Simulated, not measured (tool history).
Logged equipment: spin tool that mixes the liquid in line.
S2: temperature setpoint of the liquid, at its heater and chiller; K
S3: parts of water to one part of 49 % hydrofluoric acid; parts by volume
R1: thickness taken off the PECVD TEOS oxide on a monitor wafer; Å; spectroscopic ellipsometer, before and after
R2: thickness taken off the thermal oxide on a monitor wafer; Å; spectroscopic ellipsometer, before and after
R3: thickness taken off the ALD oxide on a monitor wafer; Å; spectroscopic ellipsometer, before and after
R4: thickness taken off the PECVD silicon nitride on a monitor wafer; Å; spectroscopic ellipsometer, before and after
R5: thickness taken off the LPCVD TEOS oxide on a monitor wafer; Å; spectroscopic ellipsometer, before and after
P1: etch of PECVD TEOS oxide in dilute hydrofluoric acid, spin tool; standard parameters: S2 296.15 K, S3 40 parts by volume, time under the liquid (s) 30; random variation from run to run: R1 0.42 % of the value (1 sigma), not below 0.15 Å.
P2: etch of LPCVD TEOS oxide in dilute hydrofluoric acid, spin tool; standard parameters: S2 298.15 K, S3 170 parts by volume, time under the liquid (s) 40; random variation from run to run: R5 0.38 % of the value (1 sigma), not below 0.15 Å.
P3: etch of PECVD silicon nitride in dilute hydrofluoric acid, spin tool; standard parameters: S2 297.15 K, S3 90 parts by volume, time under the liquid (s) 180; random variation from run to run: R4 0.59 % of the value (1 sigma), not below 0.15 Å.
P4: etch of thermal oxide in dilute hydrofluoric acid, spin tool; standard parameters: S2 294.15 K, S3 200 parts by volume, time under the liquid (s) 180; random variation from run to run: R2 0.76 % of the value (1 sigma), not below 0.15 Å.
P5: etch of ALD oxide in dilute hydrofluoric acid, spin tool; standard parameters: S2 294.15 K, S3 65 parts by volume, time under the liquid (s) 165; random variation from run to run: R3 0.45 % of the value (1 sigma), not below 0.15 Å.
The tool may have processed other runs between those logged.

run 1 day=0.121 | process_that_ran=P1 S2=296.15 S3=40 time_under_the_liquid_(s)=30 | R1=178.87
run 2 day=0.25 | process_that_ran=P4 S2=294.15 S3=200 time_under_the_liquid_(s)=180 | R2=33.825
run 3 day=0.429 | process_that_ran=P1 S2=296.15 S3=40 time_under_the_liquid_(s)=30 | R1=178.15
run 4 day=0.679 | process_that_ran=P5 S2=294.15 S3=65 time_under_the_liquid_(s)=15 | R3=20.904
run 5 day=0.908 | process_that_ran=P3 S2=290.15 S3=90 time_under_the_liquid_(s)=180 | R4=21.345
run 6 day=1.058 | process_that_ran=P3 S2=297.15 S3=35 time_under_the_liquid_(s)=180 | R4=87.127
run 7 day=1.308 | process_that_ran=P1 S2=291.65 S3=40 time_under_the_liquid_(s)=15 | R1=73.545
run 8 day=1.438 | process_that_ran=P1 S2=296.15 S3=40 time_under_the_liquid_(s)=30 | R1=178.79
run 9 day=1.683 | process_that_ran=P1 S2=296.15 S3=40 time_under_the_liquid_(s)=30 | R1=179.42
run 10 day=1.879 | process_that_ran=P1 S2=296.15 S3=40 time_under_the_liquid_(s)=15 | R1=90.198
run 11 day=1.992 | process_that_ran=P2 S2=292.15 S3=170 time_under_the_liquid_(s)=40 | R5=103.18
run 12 day=2.117 | process_that_ran=P5 S2=294.15 S3=65 time_under_the_liquid_(s)=165 | R3=229
run 13 day=2.279 | process_that_ran=P1 S2=296.15 S3=60 time_under_the_liquid_(s)=30 | R1=116.64
run 14 day=2.429 | process_that_ran=P2 S2=298.15 S3=170 time_under_the_liquid_(s)=40 | R5=129.31
run 15 day=2.558 | process_that_ran=P5 S2=294.15 S3=65 time_under_the_liquid_(s)=165 | R3=228.84
run 16 day=2.804 | process_that_ran=P3 S2=297.15 S3=90 time_under_the_liquid_(s)=180 | R4=34.755
run 17 day=3 | process_that_ran=P3 S2=297.15 S3=90 time_under_the_liquid_(s)=15 | R4=2.723
run 18 day=3.158 | process_that_ran=P5 S2=294.15 S3=115 time_under_the_liquid_(s)=165 | R3=122.25
run 19 day=3.35 | process_that_ran=P1 S2=296.15 S3=40 time_under_the_liquid_(s)=30 | R1=179.14
run 20 day=3.525 | process_that_ran=P4 S2=294.15 S3=200 time_under_the_liquid_(s)=180 | R2=33.328
run 21 day=3.746 | process_that_ran=P4 S2=294.15 S3=70 time_under_the_liquid_(s)=180 | R2=112.27
run 22 day=3.867 | process_that_ran=P1 S2=296.15 S3=40 time_under_the_liquid_(s)=60 | R1=360.14
run 23 day=4.083 | process_that_ran=P1 S2=296.15 S3=40 time_under_the_liquid_(s)=30 | R1=178.72
run 24 day=4.242 | process_that_ran=P1 S2=296.15 S3=25 time_under_the_liquid_(s)=30 | R1=291.22
run 25 day=4.425 | process_that_ran=P1 S2=296.15 S3=40 time_under_the_liquid_(s)=30 | R1=179.05
run 26 day=4.596 | process_that_ran=P4 S2=294.15 S3=200 time_under_the_liquid_(s)=55 | R2=10.202
run 27 day=4.771 | process_that_ran=P1 S2=304.15 S3=40 time_under_the_liquid_(s)=30 | R1=250.26
run 28 day=4.992 | process_that_ran=P5 S2=301.65 S3=65 time_under_the_liquid_(s)=165 | R3=310.68
run 29 day=5.188 | process_that_ran=P4 S2=298.65 S3=200 time_under_the_liquid_(s)=180 | R2=39.72
run 30 day=5.375 | process_that_ran=P2 S2=298.15 S3=65 time_under_the_liquid_(s)=40 | R5=384.37
run 31 day=5.55 | process_that_ran=P2 S2=298.15 S3=170 time_under_the_liquid_(s)=40 | R5=129.63
run 32 day=5.708 | process_that_ran=P2 S2=298.15 S3=170 time_under_the_liquid_(s)=15 | R5=48.751
run 33 day=5.954 | process_that_ran=P1 S2=292.15 S3=40 time_under_the_liquid_(s)=30 | R1=151.22
run 34 day=6.121 | process_that_ran=P1 S2=296.15 S3=40 time_under_the_liquid_(s)=30 | R1=178.58
run 35 day=6.35 | process_that_ran=P1 S2=296.15 S3=40 time_under_the_liquid_(s)=30 | R1=186.04
run 36 day=6.504 | process_that_ran=P1 S2=296.15 S3=40 time_under_the_liquid_(s)=30 | R1=188.98
run 37 day=6.712 | process_that_ran=P1 S2=296.15 S3=40 time_under_the_liquid_(s)=30 | R1=188.71
run 38 day=6.829 | process_that_ran=P1 S2=296.15 S3=40 time_under_the_liquid_(s)=30 | R1=189.09
run 39 day=6.979 | process_that_ran=P1 S2=296.15 S3=40 time_under_the_liquid_(s)=30 | R1=192.58
run 40 day=7.225 | process_that_ran=P1 S2=296.15 S3=40 time_under_the_liquid_(s)=30 | R1=192.15
run 41 day=7.371 | process_that_ran=P1 S2=296.15 S3=40 time_under_the_liquid_(s)=30 | R1=191.73
run 42 day=7.579 | process_that_ran=P1 S2=296.15 S3=40 time_under_the_liquid_(s)=30 | R1=191.34

Compared with where it was, what P1 gives has crept away. Each cause listed below fits the log as well as the rest, at the size given for it:
A: liquid hotter than its thermometer reads (K) = 1.72
B: hydrofluoric acid flow above the setpoint (%) = 7
At approximately day 6.121, the process output began to creep.

Which of the 4 check runs listed below, each an average over 3 wafers with its results shown as question marks, gives clearly different results under the different listed causes?
run check 1 day=7.788 | process_that_ran=P3 S2=297.15 S3=90 time_under_the_liquid_(s)=80 | R4=?
run check 2 day=7.788 | process_that_ran=P5 S2=294.15 S3=85 time_under_the_liquid_(s)=15 | R3=?
run check 3 day=7.788 | process_that_ran=P4 S2=294.15 S3=125 time_under_the_liquid_(s)=180 | R2=?
run check 4 day=7.788 | process_that_ran=P2 S2=293.15 S3=90 time_under_the_liquid_(s)=40 | R5=?

Check results expected under each cause:
check=check_1 result=R4 if_A=17.3 if_B=16.517
check=check_2 result=R3 if_A=16.702 if_B=16.769
check=check_3 result=R2 if_A=62.364 if_B=62.893
check=check_4 result=R5 if_A=235.65 if_B=236.55
Per check, the gap between the least separated pair of causes, taken in the result that splits them most: check 1 4.63 %; check 2 0.4 %; check 3 0.84 %; check 4 0.38 %
Check 1 tells the causes apart: in the others they would give nearly the same result.

After running check 1, the following was obtained: R4 17.517 Å. Which cause does this point to?

A is the cause: liquid hotter than its thermometer reads (K).
